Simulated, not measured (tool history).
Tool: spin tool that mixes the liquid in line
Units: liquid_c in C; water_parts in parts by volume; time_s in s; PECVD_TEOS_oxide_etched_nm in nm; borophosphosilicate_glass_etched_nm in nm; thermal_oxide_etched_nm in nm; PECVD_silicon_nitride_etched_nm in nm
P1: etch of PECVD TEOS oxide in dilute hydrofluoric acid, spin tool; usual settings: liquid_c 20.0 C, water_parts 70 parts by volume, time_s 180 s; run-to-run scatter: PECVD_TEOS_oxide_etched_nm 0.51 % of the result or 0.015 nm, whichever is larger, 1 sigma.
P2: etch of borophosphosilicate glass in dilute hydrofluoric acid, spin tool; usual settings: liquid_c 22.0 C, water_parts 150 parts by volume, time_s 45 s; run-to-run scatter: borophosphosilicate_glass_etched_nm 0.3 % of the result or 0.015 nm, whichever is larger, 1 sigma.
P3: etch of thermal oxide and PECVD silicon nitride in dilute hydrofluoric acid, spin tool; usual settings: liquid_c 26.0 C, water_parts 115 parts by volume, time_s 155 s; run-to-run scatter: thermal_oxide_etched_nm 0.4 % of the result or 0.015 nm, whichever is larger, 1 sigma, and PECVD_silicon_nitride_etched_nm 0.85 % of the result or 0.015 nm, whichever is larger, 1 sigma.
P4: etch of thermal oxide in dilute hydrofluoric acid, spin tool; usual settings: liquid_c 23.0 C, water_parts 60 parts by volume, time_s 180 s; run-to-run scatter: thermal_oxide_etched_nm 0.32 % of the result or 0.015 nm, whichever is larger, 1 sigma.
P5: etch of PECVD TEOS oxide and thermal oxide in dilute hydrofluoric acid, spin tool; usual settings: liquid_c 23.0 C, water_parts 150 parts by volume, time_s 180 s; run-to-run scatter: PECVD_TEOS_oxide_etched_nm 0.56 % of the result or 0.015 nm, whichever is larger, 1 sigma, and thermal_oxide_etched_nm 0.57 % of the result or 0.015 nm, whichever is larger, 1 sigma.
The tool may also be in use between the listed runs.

run	hour	process	liquid_c	water_parts	time_s	hours since the thermometer was replaced	hours since the hydrofluoric acid flow meter was replaced	PECVD_TEOS_oxide_etched_nm	borophosphosilicate_glass_etched_nm	thermal_oxide_etched_nm	PECVD_silicon_nitride_etched_nm
1	6.5	P1	20.0	70	180	1475.8	383.8	34.4350			
2	15.1	P1	17.0	70	180	1484.4	392.4	29.8900			
3	20.3	P2	22.0	150	85	1489.6	397.6		18.3230		
4	28.9	P2	17.0	150	45	1498.2	406.2		7.9440		
5	32.8	P4	28.0	60	180	1502.1	410.1			17.87400	
6	39.1	P1	20.0	70	180	1508.4	416.4	34.0940			
7	44.8	P3	26.0	200	155	1514.1	422.1			3.45460	1.5249
8	52.3	P4	23.0	60	180	1521.6	429.6			14.57500	
9	58.6	P3	26.0	115	65	1527.9	435.9			2.79710	1.1198
10	63.3	P1	20.0	45	270	1532.6	440.6	82.4210			
11	71.3	P5	23.0	35	180	1540.6	448.6	68.9360		26.38200	
12	78.9	P1	20.0	70	180	1548.2	456.2	34.1420			
13	85.8	P5	23.0	150	180	1555.1	463.1	13.9120		5.31200	
14	93.3	P2	22.0	150	45	1562.6	470.6		9.7131		
15	97.8	P1	25.5	100	180	1567.1	475.1	28.9770			
16	104.9	P1	20.0	25	180	1574.2	482.2	101.2200			
17	109.8	P5	23.0	150	180	1579.1	487.1	13.9940		5.34970	
18	115.4	P5	19.0	150	180	1584.7	492.7	11.8840		4.56020	
19	121.0	P4	23.0	20	180	1590.3	498.3			45.88600	
20	128.5	P3	26.0	115	155	1597.8	505.8			6.71780	2.6590
21	133.8	P1	26.5	70	180	1603.1	511.1	44.6490			
22	140.0	P2	22.0	70	45	1609.3	517.3		22.7450		
23	146.3	P3	26.0	115	155	1615.6	523.6			6.69160	2.6500
24	154.8	P1	20.0	70	180	1624.1	532.1	34.3050			
25	161.7	P1	20.0	70	180	1631.0	539.0	34.2870			
26	167.6	P1	20.0	125	180	1636.9	544.9	18.0700			
27	174.1	P4	23.0	60	180	1643.4	551.4			14.54100	
28	180.9	P5	23.0	150	15	1650.2	558.2	1.1666		0.42254	
29	186.4	P1	20.0	70	315	1655.7	563.7	59.4860			
30	195.1	P1	20.0	70	180	1664.4	572.4	34.1850			
31	203.0	P4	23.0	60	15	1672.3	580.3			1.23040	
32	207.9	P1	20.0	70	50	1677.2	585.2	9.4718			
33	215.2	P3	29.5	115	155	1684.5	592.5			7.73660	3.3553
34	222.1	P1	20.0	70	180	1691.4	599.4	34.1590			
35	228.5	P1	20.0	70	180	1697.8	605.8	36.0180			
36	232.5	P1	20.0	70	180	1701.8	609.8	36.2130			
37	238.7	P1	20.0	70	180	1708.0	616.0	36.6010			
38	245.9	P1	20.0	70	180	1715.2	623.2	37.0200			
39	250.1	P1	20.0	70	180	1719.4	627.4	37.1410			
40	256.0	P1	20.0	70	180	1725.3	633.3	37.1590			

What P1 gives has crept away from where it was. These 2 causes fit the log equally well, each at the size given:
A: liquid hotter than its thermometer reads (K) = 1.92
B: hydrofluoric acid flow above the setpoint (%) = 7.67
The creep began at about hour 222.1.

4 check runs are offered, each on 5 wafers whose results are averaged, their results left as question marks. Which one tells the causes apart?
check 1	261.9	P3	26.0	190	155					?	?
check 2	261.9	P4	23.0	45	180					?	
check 3	261.9	P2	17.0	100	45				?		
check 4	261.9	P5	23.0	35	180			?		?	

What each check would give under each cause:
check	result	if A	if B
check 1	thermal_oxide_etched_nm	3.97410	4.05530
check 1	PECVD_silicon_nitride_etched_nm	1.8354	1.7549
check 2	thermal_oxide_etched_nm	21.47800	21.45300
check 3	borophosphosilicate_glass_etched_nm	13.6510	13.6640
check 4	PECVD_TEOS_oxide_etched_nm	74.6250	74.4050
check 4	thermal_oxide_etched_nm	28.67200	28.58700
How far apart the two closest causes lie, in the result that separates them most: check 1 4.48 %; check 2 0.12 %; check 3 0.1 %; check 4 0.3 %
Only check 1 tells the causes apart: in the others they would give nearly the same result.

Then check 1 was run and gave: thermal_oxide_etched_nm 4.04640 nm; PECVD_silicon_nitride_etched_nm 1.7551 nm. Which cause is it?

It is B: hydrofluoric acid flow above the setpoint (%).
